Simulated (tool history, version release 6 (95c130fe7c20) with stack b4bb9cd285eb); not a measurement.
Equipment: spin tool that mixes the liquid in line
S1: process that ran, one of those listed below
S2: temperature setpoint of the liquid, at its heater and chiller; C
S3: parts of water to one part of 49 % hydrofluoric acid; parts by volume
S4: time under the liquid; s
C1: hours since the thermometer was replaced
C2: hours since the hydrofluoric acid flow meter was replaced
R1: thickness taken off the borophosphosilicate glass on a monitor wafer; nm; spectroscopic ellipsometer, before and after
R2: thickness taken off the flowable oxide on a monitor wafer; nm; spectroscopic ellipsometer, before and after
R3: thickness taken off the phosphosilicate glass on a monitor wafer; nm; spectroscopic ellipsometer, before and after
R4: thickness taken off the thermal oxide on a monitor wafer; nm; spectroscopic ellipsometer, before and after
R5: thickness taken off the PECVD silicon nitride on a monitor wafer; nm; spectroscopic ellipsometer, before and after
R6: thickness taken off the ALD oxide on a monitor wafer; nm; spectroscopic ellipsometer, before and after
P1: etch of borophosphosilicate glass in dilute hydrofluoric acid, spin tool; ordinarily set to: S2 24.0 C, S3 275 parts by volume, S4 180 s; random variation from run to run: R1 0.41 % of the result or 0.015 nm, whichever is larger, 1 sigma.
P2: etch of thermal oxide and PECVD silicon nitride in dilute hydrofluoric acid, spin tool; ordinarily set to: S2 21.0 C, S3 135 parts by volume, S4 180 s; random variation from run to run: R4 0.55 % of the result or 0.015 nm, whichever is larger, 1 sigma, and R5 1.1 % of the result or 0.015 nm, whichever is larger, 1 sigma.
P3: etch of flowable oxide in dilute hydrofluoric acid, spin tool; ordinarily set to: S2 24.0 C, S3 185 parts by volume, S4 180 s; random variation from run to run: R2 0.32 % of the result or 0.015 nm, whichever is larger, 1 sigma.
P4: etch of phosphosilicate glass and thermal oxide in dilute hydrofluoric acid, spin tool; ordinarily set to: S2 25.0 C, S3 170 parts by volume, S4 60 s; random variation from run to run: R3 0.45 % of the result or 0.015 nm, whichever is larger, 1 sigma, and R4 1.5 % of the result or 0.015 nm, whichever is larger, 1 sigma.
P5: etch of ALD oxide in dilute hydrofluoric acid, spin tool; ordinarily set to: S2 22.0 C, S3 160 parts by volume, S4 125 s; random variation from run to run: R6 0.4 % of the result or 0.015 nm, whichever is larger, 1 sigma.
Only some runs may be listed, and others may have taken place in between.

{"run": 1, "hour": 7.2, "S1": "P1", "S2": 24.0, "S3": 275, "S4": 180, "C1": 810.6, "C2": 1553.6, "R1": 28.096}
{"run": 2, "hour": 20.8, "S1": "P3", "S2": 24.0, "S3": 185, "S4": 345, "C1": 824.2, "C2": 1567.2, "R2": 82.578}
{"run": 3, "hour": 30.2, "S1": "P1", "S2": 30.5, "S3": 275, "S4": 180, "C1": 833.6, "C2": 1576.6, "R1": 34.705}
{"run": 4, "hour": 39.9, "S1": "P1", "S2": 24.0, "S3": 275, "S4": 180, "C1": 843.3, "C2": 1586.3, "R1": 27.88}
{"run": 5, "hour": 54.7, "S1": "P1", "S2": 19.0, "S3": 275, "S4": 180, "C1": 858.1, "C2": 1601.1, "R1": 23.268}
{"run": 6, "hour": 64.1, "S1": "P1", "S2": 24.0, "S3": 380, "S4": 180, "C1": 867.5, "C2": 1610.5, "R1": 18.381}
{"run": 7, "hour": 75.8, "S1": "P4", "S2": 25.0, "S3": 170, "S4": 60, "C1": 879.2, "C2": 1622.2, "R3": 32.183, "R4": 1.5517}
{"run": 8, "hour": 86.1, "S1": "P3", "S2": 24.0, "S3": 185, "S4": 180, "C1": 889.5, "C2": 1632.5, "R2": 43.276}
{"run": 9, "hour": 97.2, "S1": "P2", "S2": 21.0, "S3": 135, "S4": 180, "C1": 900.6, "C2": 1643.6, "R4": 5.1201, "R5": 1.787}
{"hour": 107.7, "done": "hydrofluoric acid flow meter replaced"}
{"run": 10, "hour": 112.1, "S1": "P1", "S2": 24.0, "S3": 405, "S4": 285, "C1": 915.5, "C2": 4.5, "R1": 26.673}
{"run": 11, "hour": 120.2, "S1": "P1", "S2": 24.0, "S3": 275, "S4": 75, "C1": 923.6, "C2": 12.6, "R1": 11.727}
{"hour": 120.5, "done": "thermometer replaced"}
{"run": 12, "hour": 133.6, "S1": "P5", "S2": 22.0, "S3": 160, "S4": 125, "C1": 13.2, "C2": 26.0, "R6": 6.6664}
{"run": 13, "hour": 142.9, "S1": "P5", "S2": 17.5, "S3": 160, "S4": 125, "C1": 22.5, "C2": 35.3, "R6": 5.6231}
{"run": 14, "hour": 152.1, "S1": "P1", "S2": 24.0, "S3": 275, "S4": 325, "C1": 31.7, "C2": 44.5, "R1": 50.734}
{"run": 15, "hour": 163.5, "S1": "P5", "S2": 22.0, "S3": 160, "S4": 125, "C1": 43.1, "C2": 55.9, "R6": 6.706}
{"run": 16, "hour": 176.8, "S1": "P2", "S2": 21.0, "S3": 215, "S4": 180, "C1": 56.4, "C2": 69.2, "R4": 2.9557, "R5": 1.1339}
{"run": 17, "hour": 189.3, "S1": "P1", "S2": 24.0, "S3": 275, "S4": 180, "C1": 68.9, "C2": 81.7, "R1": 27.753}
{"run": 18, "hour": 203.1, "S1": "P5", "S2": 22.0, "S3": 160, "S4": 25, "C1": 82.7, "C2": 95.5, "R6": 1.3402}
{"run": 19, "hour": 213.5, "S1": "P5", "S2": 22.0, "S3": 280, "S4": 125, "C1": 93.1, "C2": 105.9, "R6": 3.3834}
{"run": 20, "hour": 224.1, "S1": "P4", "S2": 30.0, "S3": 170, "S4": 60, "C1": 103.7, "C2": 116.5, "R3": 38.618, "R4": 1.8513}
{"run": 21, "hour": 233.7, "S1": "P3", "S2": 24.0, "S3": 275, "S4": 180, "C1": 113.3, "C2": 126.1, "R2": 26.476}
{"run": 22, "hour": 244.5, "S1": "P1", "S2": 24.0, "S3": 275, "S4": 180, "C1": 124.1, "C2": 136.9, "R1": 27.887}
{"run": 23, "hour": 256.4, "S1": "P1", "S2": 30.0, "S3": 275, "S4": 290, "C1": 136.0, "C2": 148.8, "R1": 55.291}
{"run": 24, "hour": 271.9, "S1": "P2", "S2": 28.0, "S3": 135, "S4": 180, "C1": 151.5, "C2": 164.3, "R4": 6.7658, "R5": 2.8619}
{"run": 25, "hour": 284.3, "S1": "P2", "S2": 21.0, "S3": 135, "S4": 365, "C1": 163.9, "C2": 176.7, "R4": 10.496, "R5": 3.7456}
{"run": 26, "hour": 293.8, "S1": "P3", "S2": 31.0, "S3": 185, "S4": 180, "C1": 173.4, "C2": 186.2, "R2": 55.703}
{"run": 27, "hour": 305.7, "S1": "P1", "S2": 24.0, "S3": 275, "S4": 180, "C1": 185.3, "C2": 198.1, "R1": 27.763}
{"run": 28, "hour": 313.3, "S1": "P4", "S2": 25.0, "S3": 170, "S4": 20, "C1": 192.9, "C2": 205.7, "R3": 10.827, "R4": 0.50094}
{"run": 29, "hour": 324.7, "S1": "P4", "S2": 25.0, "S3": 295, "S4": 60, "C1": 204.3, "C2": 217.1, "R3": 16.184, "R4": 0.82375}
{"run": 30, "hour": 331.8, "S1": "P1", "S2": 24.0, "S3": 85, "S4": 180, "C1": 211.4, "C2": 224.2, "R1": 111.49}
{"run": 31, "hour": 340.7, "S1": "P1", "S2": 24.0, "S3": 275, "S4": 180, "C1": 220.3, "C2": 233.1, "R1": 28.183}
{"run": 32, "hour": 354.7, "S1": "P1", "S2": 24.0, "S3": 275, "S4": 180, "C1": 234.3, "C2": 247.1, "R1": 27.439}
{"run": 33, "hour": 369.2, "S1": "P1", "S2": 24.0, "S3": 275, "S4": 180, "C1": 248.8, "C2": 261.6, "R1": 26.935}
{"run": 34, "hour": 378.9, "S1": "P1", "S2": 24.0, "S3": 275, "S4": 180, "C1": 258.5, "C2": 271.3, "R1": 26.827}
{"run": 35, "hour": 391.3, "S1": "P1", "S2": 24.0, "S3": 275, "S4": 180, "C1": 270.9, "C2": 283.7, "R1": 26.39}
{"run": 36, "hour": 402.9, "S1": "P1", "S2": 24.0, "S3": 275, "S4": 180, "C1": 282.5, "C2": 295.3, "R1": 26.724}
{"run": 37, "hour": 417.7, "S1": "P1", "S2": 24.0, "S3": 275, "S4": 180, "C1": 297.3, "C2": 310.1, "R1": 26.614}
{"run": 38, "hour": 428.8, "S1": "P1", "S2": 24.0, "S3": 275, "S4": 180, "C1": 308.4, "C2": 321.2, "R1": 26.457}
{"run": 39, "hour": 437.6, "S1": "P1", "S2": 24.0, "S3": 275, "S4": 180, "C1": 317.2, "C2": 330.0, "R1": 26.543}
{"run": 40, "hour": 446.0, "S1": "P1", "S2": 24.0, "S3": 275, "S4": 180, "C1": 325.6, "C2": 338.4, "R1": 26.434}
{"run": 41, "hour": 457.8, "S1": "P1", "S2": 24.0, "S3": 275, "S4": 180, "C1": 337.4, "C2": 350.2, "R1": 26.424}
{"run": 42, "hour": 470.3, "S1": "P1", "S2": 24.0, "S3": 275, "S4": 180, "C1": 349.9, "C2": 362.7, "R1": 26.284}

P1 no longer gives what it gave before; its output has crept away from where it was. The following 2 causes, each at its listed size, fit the log equally well:
A: hydrofluoric acid flow below the setpoint (%) = 4.29
B: liquid colder than its thermometer reads (K) = 1.58
The drift started at roughly hour 340.7.

The 4 check runs listed below each average the results of 3 wafers, and their outcomes are marked with question marks. Under which run would the listed causes produce clearly different results?
{"run": "check 1", "hour": 482.8, "S1": "P3", "S2": 30.0, "S3": 185, "S4": 280, "R2": "?"}
{"run": "check 2", "hour": 482.8, "S1": "P2", "S2": 21.0, "S3": 190, "S4": 250, "R4": "?", "R5": "?"}
{"run": "check 3", "hour": 482.8, "S1": "P4", "S2": 25.0, "S3": 295, "S4": 35, "R3": "?", "R4": "?"}
{"run": "check 4", "hour": 482.8, "S1": "P5", "S2": 22.0, "S3": 280, "S4": 125, "R6": "?"}

If the cause were each of the candidates in turn, the checks would give the following:
check=check_1 result=R2 if_A=79.242 if_B=79.117
check=check_2 result=R4 if_A=4.56080 if_B=4.52100
check=check_2 result=R5 if_A=1.7500 if_B=1.6464
check=check_3 result=R3 if_A=8.9633 if_B=8.9817
check=check_3 result=R4 if_A=0.43180 if_B=0.43268
check=check_4 result=R6 if_A=3.2091 if_B=3.2034
Per-check spread between the two closest causes, in the result where they differ most: check 1 0.16 %; check 2 6.1 %; check 3 0.21 %; check 4 0.18 %
Check 2 distinguishes between the causes, while the remaining checks would return nearly the same result for all of them.

Check 2 has now been run. It gave: R4 4.53990 nm; R5 1.6557 nm. Which of the candidate causes is it?

The cause is B: liquid colder than its thermometer reads (K).
